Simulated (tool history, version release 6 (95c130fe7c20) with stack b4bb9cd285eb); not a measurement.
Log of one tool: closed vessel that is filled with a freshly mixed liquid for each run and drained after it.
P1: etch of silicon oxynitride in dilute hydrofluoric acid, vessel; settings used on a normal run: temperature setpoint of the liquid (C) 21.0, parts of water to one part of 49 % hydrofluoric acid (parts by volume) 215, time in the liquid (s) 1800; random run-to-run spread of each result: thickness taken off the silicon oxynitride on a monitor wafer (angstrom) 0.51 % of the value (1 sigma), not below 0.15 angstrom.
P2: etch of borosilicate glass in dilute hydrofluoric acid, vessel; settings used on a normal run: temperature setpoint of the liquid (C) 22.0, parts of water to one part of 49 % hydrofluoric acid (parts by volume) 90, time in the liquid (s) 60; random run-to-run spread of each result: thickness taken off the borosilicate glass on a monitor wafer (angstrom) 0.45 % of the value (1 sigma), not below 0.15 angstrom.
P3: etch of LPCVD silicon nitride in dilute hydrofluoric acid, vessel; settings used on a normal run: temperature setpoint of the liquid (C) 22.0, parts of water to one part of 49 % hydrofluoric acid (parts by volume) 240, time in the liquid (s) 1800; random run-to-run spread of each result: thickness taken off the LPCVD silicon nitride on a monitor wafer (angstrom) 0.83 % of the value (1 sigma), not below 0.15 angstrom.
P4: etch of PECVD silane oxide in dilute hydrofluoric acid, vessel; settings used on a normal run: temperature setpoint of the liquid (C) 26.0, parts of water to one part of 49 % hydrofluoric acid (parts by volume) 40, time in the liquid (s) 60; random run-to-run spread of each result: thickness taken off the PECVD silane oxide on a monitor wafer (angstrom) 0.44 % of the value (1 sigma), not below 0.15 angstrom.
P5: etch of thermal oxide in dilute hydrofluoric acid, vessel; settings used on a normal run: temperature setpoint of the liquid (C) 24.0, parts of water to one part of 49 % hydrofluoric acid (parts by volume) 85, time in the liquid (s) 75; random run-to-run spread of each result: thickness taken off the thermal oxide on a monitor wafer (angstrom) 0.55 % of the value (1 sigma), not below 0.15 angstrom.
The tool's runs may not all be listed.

| run | hour | process that ran | temperature setpoint of the liquid (C) | parts of water to one part of 49 % hydrofluoric acid (parts by volume) | time in the liquid (s) | hours since the thermometer was replaced | hours since the hydrofluoric acid flow meter was replaced | thickness taken off the silicon oxynitride on a monitor wafer (angstrom) | thickness taken off the thermal oxide on a monitor wafer (angstrom) | thickness taken off the borosilicate glass on a monitor wafer (angstrom) | thickness taken off the PECVD silane oxide on a monitor wafer (angstrom) | thickness taken off the LPCVD silicon nitride on a monitor wafer (angstrom) |
|---|---|---|---|---|---|---|---|---|---|---|---|---|
| 1 | 4.6 | P1 | 21.0 | 215 | 1800 | 864.7 | 1646.1 | 223.9400 |  |  |  |  |
| 2 | 12.3 | P5 | 24.0 | 85 | 145 | 872.4 | 1653.8 |  | 82.355 |  |  |  |
| 3 | 19.0 | P2 | 22.0 | 90 | 95 | 879.1 | 1660.5 |  |  | 271.77 |  |  |
| 4 | 26.2 | P4 | 26.0 | 40 | 60 | 886.3 | 1667.7 |  |  |  | 270.93 |  |
| 5 | 31.4 | P1 | 21.0 | 215 | 1800 | 891.5 | 1672.9 | 223.6500 |  |  |  |  |
| 6 | 39.1 | P2 | 22.0 | 135 | 60 | 899.2 | 1680.6 |  |  | 107.72 |  |  |
| 7 | 44.4 | P4 | 32.5 | 40 | 60 | 904.5 | 1685.9 |  |  |  | 352.81 |  |
| 8 | 49.4 | P5 | 24.0 | 85 | 75 | 909.5 | 1690.9 |  | 42.930 |  |  |  |
| 9 | 52.9 | P3 | 22.0 | 240 | 1800 | 913.0 | 1694.4 |  |  |  |  | 32.478 |
| 10 | 58.2 | P5 | 24.0 | 125 | 75 | 918.3 | 1699.7 |  | 27.965 |  |  |  |
| 11 | 64.4 | P5 | 29.0 | 85 | 75 | 924.5 | 1705.9 |  | 52.415 |  |  |  |
| 12 | 69.3 | P1 | 21.0 | 215 | 1800 | 929.4 | 1710.8 | 223.7300 |  |  |  |  |
| 13 | 76.2 | P2 | 22.0 | 90 | 60 | 936.3 | 1717.7 |  |  | 172.10 |  |  |
| 14 | 80.0 | P1 | 17.0 | 215 | 2530 | 940.1 | 1721.5 | 260.0900 |  |  |  |  |
| 15 | 86.4 | P4 | 26.0 | 55 | 60 | 946.5 | 1727.9 |  |  |  | 191.83 |  |
| 16 | 92.5 | P3 | 22.0 | 240 | 3420 | 952.6 | 1734.0 |  |  |  |  | 61.721 |
| 17 | 99.7 | P2 | 17.0 | 90 | 60 | 959.8 | 1741.2 |  |  | 139.81 |  |  |
| 18 | 107.0 | P4 | 26.0 | 40 | 105 | 967.1 | 1748.5 |  |  |  | 470.63 |  |
| 19 | 114.8 | P3 | 18.0 | 240 | 1800 | 974.9 | 1756.3 |  |  |  |  | 24.738 |
| 20 | 119.7 | P1 | 21.0 | 215 | 3270 | 979.8 | 1761.2 | 404.6300 |  |  |  |  |
| 21 | 125.2 | P2 | 22.0 | 90 | 60 | 985.3 | 1766.7 |  |  | 171.95 |  |  |
| 22 | 133.0 | P1 | 21.0 | 215 | 1800 | 993.1 | 1774.5 | 220.9300 |  |  |  |  |
| 23 | 140.6 | P5 | 24.0 | 85 | 75 | 1000.7 | 1782.1 |  | 42.680 |  |  |  |
| 24 | 144.1 | P1 | 28.0 | 215 | 3410 | 1004.2 | 1785.6 | 575.5000 |  |  |  |  |
| 25 | 147.8 | P1 | 21.0 | 95 | 1800 | 1007.9 | 1789.3 | 549.2000 |  |  |  |  |
| 26 | 154.1 | P1 | 21.0 | 215 | 1800 | 1014.2 | 1795.6 | 222.4900 |  |  |  |  |
| 27 | 159.6 | P1 | 27.0 | 215 | 1800 | 1019.7 | 1801.1 | 288.4800 |  |  |  |  |
| 28 | 166.5 | P1 | 21.0 | 215 | 40 | 1026.6 | 1808.0 | 4.9163 |  |  |  |  |
| 29 | 170.7 | P3 | 22.0 | 50 | 1800 | 1030.8 | 1812.2 |  |  |  |  | 151.150 |
| 30 | 176.1 | P1 | 17.0 | 215 | 1800 | 1036.2 | 1817.6 | 183.3000 |  |  |  |  |
| 31 | 180.5 | P4 | 26.0 | 40 | 60 | 1040.6 | 1822.0 |  |  |  | 271.48 |  |
| 32 | 186.6 | P1 | 21.0 | 330 | 3210 | 1046.7 | 1828.1 | 238.9200 |  |  |  |  |
| 33 | 191.9 | P1 | 21.0 | 345 | 1800 | 1052.0 | 1833.4 | 127.5600 |  |  |  |  |
| 34 | 199.6 | P1 | 21.0 | 215 | 1800 | 1059.7 | 1841.1 | 222.7100 |  |  |  |  |
| 35 | 207.6 | P1 | 21.0 | 215 | 1800 | 1067.7 | 1849.1 | 211.6800 |  |  |  |  |
| 36 | 211.7 | P1 | 21.0 | 215 | 1800 | 1071.8 | 1853.2 | 207.2000 |  |  |  |  |
| 37 | 215.6 | P1 | 21.0 | 215 | 1800 | 1075.7 | 1857.1 | 206.7500 |  |  |  |  |
| 38 | 220.6 | P1 | 21.0 | 215 | 1800 | 1080.7 | 1862.1 | 205.8300 |  |  |  |  |
| 39 | 228.5 | P1 | 21.0 | 215 | 1800 | 1088.6 | 1870.0 | 205.3900 |  |  |  |  |
| 40 | 234.6 | P1 | 21.0 | 215 | 1800 | 1094.7 | 1876.1 | 204.7300 |  |  |  |  |

The log shows P1 creeping away from where it was. Any of the 2 causes listed here, at the size stated for it, fits the log just as well as the others:
A: liquid colder than its thermometer reads (K) = 1.84
B: hydrofluoric acid flow below the setpoint (%) = 7.09
The drift started at roughly hour 199.6.

Consider the 4 check runs below, whose results appear as question marks and each of which averages 3 wafers. Which one distinguishes the causes, in that each cause would give it a clearly different result?
| check 1 | 240.7 | P4 | 26.0 | 40 | 60 |  |  |  |  |  | ? |  |
| check 2 | 240.7 | P5 | 24.0 | 85 | 75 |  |  |  | ? |  |  |  |
| check 3 | 240.7 | P2 | 22.0 | 90 | 60 |  |  |  |  | ? |  |  |
| check 4 | 240.7 | P3 | 22.0 | 240 | 1800 |  |  |  |  |  |  | ? |

If the cause were each of the candidates in turn, the checks would give the following:
| check | result | if A | if B |
|---|---|---|---|
| check 1 | thickness taken off the PECVD silane oxide on a monitor wafer (angstrom) | 250.32 | 249.81 |
| check 2 | thickness taken off the thermal oxide on a monitor wafer (angstrom) | 39.709 | 39.417 |
| check 3 | thickness taken off the borosilicate glass on a monitor wafer (angstrom) | 158.84 | 157.84 |
| check 4 | thickness taken off the LPCVD silicon nitride on a monitor wafer (angstrom) | 28.649 | 29.995 |
Smallest distance between any two causes, each pair judged by its most separating result, in per cent: check 1 0.21 %; check 2 0.74 %; check 3 0.63 %; check 4 4.59 %
Check 4 is the one run that separates the causes; every other check would come out nearly the same whichever cause is at work.

After running check 4, the following was obtained: thickness taken off the LPCVD silicon nitride on a monitor wafer (angstrom) 28.623. Which cause does this point to?

A is the cause: liquid colder than its thermometer reads (K).
